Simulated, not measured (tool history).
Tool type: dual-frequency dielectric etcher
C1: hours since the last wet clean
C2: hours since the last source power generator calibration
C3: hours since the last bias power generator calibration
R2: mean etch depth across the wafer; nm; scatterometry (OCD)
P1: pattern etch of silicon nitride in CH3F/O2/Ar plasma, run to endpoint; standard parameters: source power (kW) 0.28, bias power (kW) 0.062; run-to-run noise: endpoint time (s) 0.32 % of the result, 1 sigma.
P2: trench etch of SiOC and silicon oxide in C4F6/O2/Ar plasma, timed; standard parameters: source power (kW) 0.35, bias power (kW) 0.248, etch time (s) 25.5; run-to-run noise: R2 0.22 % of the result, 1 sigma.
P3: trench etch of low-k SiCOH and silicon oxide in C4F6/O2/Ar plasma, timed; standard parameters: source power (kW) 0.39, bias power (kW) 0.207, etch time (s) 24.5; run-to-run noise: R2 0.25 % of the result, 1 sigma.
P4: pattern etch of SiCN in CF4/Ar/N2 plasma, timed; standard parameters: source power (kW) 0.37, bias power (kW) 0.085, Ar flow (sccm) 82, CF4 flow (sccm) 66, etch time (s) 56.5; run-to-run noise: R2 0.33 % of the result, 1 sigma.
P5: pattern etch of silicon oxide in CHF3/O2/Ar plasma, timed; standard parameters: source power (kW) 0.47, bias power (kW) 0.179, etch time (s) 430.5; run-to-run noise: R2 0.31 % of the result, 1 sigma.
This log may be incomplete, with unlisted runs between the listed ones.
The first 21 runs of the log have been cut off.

run 22 hour=118.2 | process_that_ran=P3 source_power_(kW)=0.39 bias_power_(kW)=0.207 etch_time_(s)=16 | C1=270.9 C2=2196.8 C3=35.4 | R2=53.884
run 23 hour=122.9 | process_that_ran=P5 source_power_(kW)=0.33 bias_power_(kW)=0.179 etch_time_(s)=430.5 | C1=275.6 C2=2201.5 C3=40.1 | R2=667.92
run 24 hour=128.1 | process_that_ran=P1 source_power_(kW)=0.28 bias_power_(kW)=0.062 | C1=280.8 C2=2206.7 C3=45.3 | endpoint_time_(s)=61.393
run 25 hour=132.3 | process_that_ran=P4 source_power_(kW)=0.37 bias_power_(kW)=0.085 etch_time_(s)=56.5 Ar_flow_(sccm)=55 CF4_flow_(sccm)=66 | C1=285 C2=2210.9 C3=49.5 | R2=46.893
run 26 hour=139 | process_that_ran=P1 source_power_(kW)=0.23 bias_power_(kW)=0.062 | C1=291.7 C2=2217.6 C3=56.2 | endpoint_time_(s)=66.528
run 27 hour=143 | process_that_ran=P5 source_power_(kW)=0.47 bias_power_(kW)=0.179 etch_time_(s)=430.5 | C1=295.7 C2=2221.6 C3=60.2 | R2=763.05
run 28 hour=146.8 | process_that_ran=P5 source_power_(kW)=0.47 bias_power_(kW)=0.179 etch_time_(s)=430.5 | C1=299.5 C2=2225.4 C3=64 | R2=766.04
run 29 hour=152.4 | process_that_ran=P2 source_power_(kW)=0.35 bias_power_(kW)=0.248 etch_time_(s)=25.5 | C1=305.1 C2=2231 C3=69.6 | R2=52.266
run 30 hour=155.7 | process_that_ran=P3 source_power_(kW)=0.25 bias_power_(kW)=0.207 etch_time_(s)=24.5 | C1=308.4 C2=2234.3 C3=72.9 | R2=69.925
run 31 hour=161.4 | process_that_ran=P3 source_power_(kW)=0.39 bias_power_(kW)=0.207 etch_time_(s)=24.5 | C1=314.1 C2=2240 C3=78.6 | R2=82.691

What does the tool deliver on the next run?
run 32 hour=167.3 | process_that_ran=P5 source_power_(kW)=0.47 bias_power_(kW)=0.179 etch_time_(s)=297 | C1=320 C2=2245.9 C3=84.5 | R2=?

{"run 32": {"R2": 528.57}}
